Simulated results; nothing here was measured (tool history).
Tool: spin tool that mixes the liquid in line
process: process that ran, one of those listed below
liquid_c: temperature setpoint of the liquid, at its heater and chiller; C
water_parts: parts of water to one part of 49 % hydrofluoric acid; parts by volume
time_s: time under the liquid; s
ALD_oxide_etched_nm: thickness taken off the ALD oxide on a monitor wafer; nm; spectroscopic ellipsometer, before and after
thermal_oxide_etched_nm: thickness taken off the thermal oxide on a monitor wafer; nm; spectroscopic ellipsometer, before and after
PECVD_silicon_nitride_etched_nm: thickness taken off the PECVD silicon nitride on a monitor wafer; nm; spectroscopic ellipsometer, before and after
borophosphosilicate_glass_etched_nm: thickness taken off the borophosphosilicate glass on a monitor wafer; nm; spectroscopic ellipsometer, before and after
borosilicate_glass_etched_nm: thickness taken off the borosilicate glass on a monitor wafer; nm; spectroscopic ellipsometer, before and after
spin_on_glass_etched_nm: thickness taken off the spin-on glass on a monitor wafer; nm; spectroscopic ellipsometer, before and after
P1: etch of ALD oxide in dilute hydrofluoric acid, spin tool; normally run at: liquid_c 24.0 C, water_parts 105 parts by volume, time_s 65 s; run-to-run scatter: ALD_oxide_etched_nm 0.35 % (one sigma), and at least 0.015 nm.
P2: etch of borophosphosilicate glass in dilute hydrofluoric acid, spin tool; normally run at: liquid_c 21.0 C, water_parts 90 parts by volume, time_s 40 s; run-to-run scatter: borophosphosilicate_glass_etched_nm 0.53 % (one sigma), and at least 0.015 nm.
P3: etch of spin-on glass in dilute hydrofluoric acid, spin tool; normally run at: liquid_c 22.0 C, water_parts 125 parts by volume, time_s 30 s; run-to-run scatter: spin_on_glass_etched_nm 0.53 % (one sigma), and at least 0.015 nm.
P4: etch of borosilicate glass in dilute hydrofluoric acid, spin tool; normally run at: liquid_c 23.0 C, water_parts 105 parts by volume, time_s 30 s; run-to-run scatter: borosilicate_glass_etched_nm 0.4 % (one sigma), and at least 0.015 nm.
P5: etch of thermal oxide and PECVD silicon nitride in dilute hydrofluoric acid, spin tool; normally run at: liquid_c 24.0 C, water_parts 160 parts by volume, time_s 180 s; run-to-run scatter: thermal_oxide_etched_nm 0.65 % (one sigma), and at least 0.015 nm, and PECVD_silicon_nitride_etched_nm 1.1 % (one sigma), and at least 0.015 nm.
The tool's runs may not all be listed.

| run | hour | process | liquid_c | water_parts | time_s | ALD_oxide_etched_nm | thermal_oxide_etched_nm | PECVD_silicon_nitride_etched_nm | borophosphosilicate_glass_etched_nm | borosilicate_glass_etched_nm | spin_on_glass_etched_nm |
|---|---|---|---|---|---|---|---|---|---|---|---|
| 1 | 5.8 | P1 | 24.0 | 105 | 65 | 6.0939 |  |  |  |  |  |
| 2 | 14.3 | P5 | 24.0 | 270 | 180 |  | 2.58450 | 1.16290 |  |  |  |
| 3 | 19.8 | P1 | 24.0 | 105 | 130 | 12.0290 |  |  |  |  |  |
| 4 | 27.2 | P1 | 24.0 | 105 | 65 | 6.0490 |  |  |  |  |  |
| 5 | 34.4 | P1 | 19.5 | 105 | 65 | 5.0067 |  |  |  |  |  |
| 6 | 40.9 | P2 | 21.0 | 90 | 40 |  |  |  | 13.085 |  |  |
| 7 | 48.3 | P5 | 24.0 | 160 | 15 |  | 0.41468 | 0.18813 |  |  |  |
| 8 | 54.2 | P4 | 23.0 | 105 | 30 |  |  |  |  | 8.7774 |  |
| 9 | 59.6 | P3 | 30.0 | 125 | 30 |  |  |  |  |  | 10.1080 |
| 10 | 66.7 | P1 | 24.0 | 105 | 65 | 6.0105 |  |  |  |  |  |
| 11 | 72.1 | P1 | 24.0 | 105 | 65 | 6.0220 |  |  |  |  |  |
| 12 | 76.3 | P1 | 24.0 | 105 | 65 | 6.0616 |  |  |  |  |  |
| 13 | 83.3 | P4 | 23.0 | 105 | 30 |  |  |  |  | 8.7965 |  |
| 14 | 90.7 | P2 | 21.0 | 90 | 80 |  |  |  | 26.375 |  |  |
| 15 | 97.5 | P1 | 24.0 | 105 | 65 | 6.0344 |  |  |  |  |  |
|  | 98.6 | thermometer replaced |
| 16 | 104.8 | P2 | 25.0 | 90 | 40 |  |  |  | 15.371 |  |  |
| 17 | 114.1 | P2 | 21.0 | 90 | 40 |  |  |  | 13.071 |  |  |
| 18 | 119.9 | P2 | 21.0 | 55 | 40 |  |  |  | 22.349 |  |  |
| 19 | 127.9 | P3 | 22.0 | 125 | 15 |  |  |  |  |  | 3.7960 |
| 20 | 132.4 | P5 | 24.0 | 160 | 180 |  | 4.88730 | 1.98240 |  |  |  |
| 21 | 136.9 | P4 | 23.0 | 105 | 60 |  |  |  |  | 17.5760 |  |
| 22 | 141.9 | P1 | 24.0 | 105 | 65 | 6.0416 |  |  |  |  |  |
| 23 | 151.1 | P5 | 19.5 | 160 | 180 |  | 4.15500 | 1.46020 |  |  |  |
| 24 | 158.4 | P1 | 24.0 | 30 | 65 | 23.3010 |  |  |  |  |  |
| 25 | 167.7 | P4 | 23.0 | 165 | 30 |  |  |  |  | 5.2315 |  |
| 26 | 172.7 | P1 | 29.5 | 105 | 100 | 11.5000 |  |  |  |  |  |
| 27 | 181.2 | P3 | 22.0 | 170 | 30 |  |  |  |  |  | 5.2668 |
| 28 | 187.8 | P1 | 24.0 | 185 | 65 | 3.1051 |  |  |  |  |  |
| 29 | 192.3 | P3 | 22.0 | 125 | 30 |  |  |  |  |  | 7.5447 |
| 30 | 198.9 | P1 | 31.5 | 105 | 65 | 8.0106 |  |  |  |  |  |
| 31 | 208.2 | P1 | 24.0 | 105 | 35 | 3.2296 |  |  |  |  |  |
| 32 | 216.5 | P4 | 17.0 | 105 | 30 |  |  |  |  | 6.9220 |  |
| 33 | 222.6 | P1 | 24.0 | 105 | 65 | 5.9912 |  |  |  |  |  |
| 34 | 231.9 | P1 | 24.0 | 105 | 65 | 5.7715 |  |  |  |  |  |

Run 35 comes next. What will it give?
| 35 | 239.1 | P1 | 24.0 | 105 | 65 | ? |  |  |  |  |  |

ALD_oxide_etched_nm: 5.7517 nm
